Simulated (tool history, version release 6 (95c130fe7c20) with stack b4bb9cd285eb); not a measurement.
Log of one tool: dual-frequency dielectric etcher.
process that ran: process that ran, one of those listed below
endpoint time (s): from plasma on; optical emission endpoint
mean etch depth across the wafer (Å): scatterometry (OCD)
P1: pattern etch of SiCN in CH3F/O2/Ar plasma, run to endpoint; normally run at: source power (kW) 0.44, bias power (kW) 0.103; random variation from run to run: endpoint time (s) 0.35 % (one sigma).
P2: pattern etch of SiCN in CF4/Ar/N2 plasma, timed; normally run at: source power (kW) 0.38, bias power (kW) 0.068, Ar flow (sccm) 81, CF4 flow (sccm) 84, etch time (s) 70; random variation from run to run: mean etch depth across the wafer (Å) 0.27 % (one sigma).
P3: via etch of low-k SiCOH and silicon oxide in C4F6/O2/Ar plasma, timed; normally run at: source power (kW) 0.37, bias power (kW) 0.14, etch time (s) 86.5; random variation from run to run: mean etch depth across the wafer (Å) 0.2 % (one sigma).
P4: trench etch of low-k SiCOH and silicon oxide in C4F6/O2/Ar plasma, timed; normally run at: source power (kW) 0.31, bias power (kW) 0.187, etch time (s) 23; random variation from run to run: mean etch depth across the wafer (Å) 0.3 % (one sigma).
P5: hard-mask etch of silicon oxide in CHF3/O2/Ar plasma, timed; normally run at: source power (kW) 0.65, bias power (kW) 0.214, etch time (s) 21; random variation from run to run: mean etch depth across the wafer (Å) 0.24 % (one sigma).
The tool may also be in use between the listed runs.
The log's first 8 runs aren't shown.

run,hour,process that ran,source power (kW),bias power (kW),etch time (s),Ar flow (sccm),CF4 flow (sccm),hours since the last wet clean,hours since the last source power generator calibration,hours since the last bias power generator calibration,endpoint time (s),mean etch depth across the wafer (Å)
9,122.1,P1,0.44,0.103,,,,404.7,817.7,1644.2,24.246,
10,140.9,P1,0.32,0.073,,,,423.5,836.5,1663,30.831,
11,159.1,P2,0.22,0.068,70,81,84,441.7,854.7,1681.2,,329.21
12,169.5,P4,0.31,0.116,23,,,452.1,865.1,1691.6,,583.22
13,179.6,P3,0.49,0.14,86.5,,,462.2,875.2,1701.7,,2282.4
14,195.8,P1,0.44,0.103,,,,478.4,891.4,1717.9,24.251,
15,205.3,P4,0.31,0.187,12.5,,,487.9,900.9,1727.4,,365.73
16,213.6,P5,0.86,0.214,21,,,496.2,909.2,1735.7,,509.01
17,222.3,P1,0.61,0.075,,,,504.9,917.9,1744.4,24.088,
18,240.5,P1,0.44,0.103,,,,523.1,936.1,1762.6,24.26,
19,257.3,P1,0.28,0.103,,,,539.9,952.9,1779.4,28.556,
20,274.7,P2,0.38,0.09,70,81,84,557.3,970.3,1796.8,,587.89
21,283.3,P3,0.37,0.186,86.5,,,565.9,978.9,1805.4,,2235.7
22,296.7,P2,0.38,0.068,70,81,54,579.3,992.3,1818.8,,502.57
23,305,P1,0.44,0.125,,,,587.6,1000.6,1827.1,22.492,
24,316.8,P5,0.65,0.147,21,,,599.4,1012.4,1838.9,,403.69
# hour 320.2: bias power generator calibrated
25,329.3,P1,0.44,0.064,,,,611.9,1024.9,9.2,28.91,
26,342.8,P5,0.65,0.214,13,,,625.4,1038.4,22.7,,283.93
27,353.8,P1,0.44,0.103,,,,636.4,1049.4,33.7,24.508,
28,363.4,P2,0.38,0.068,70,81,84,646,1059,43.3,,534.4
29,372.2,P3,0.37,0.14,109.5,,,654.8,1067.8,52.1,,2588.9

The next listed run, before its measurement:
30,390.6,P1,0.56,0.103,,,,673.2,1086.2,70.5,?,

Run 30 gave endpoint time (s) 22.126.
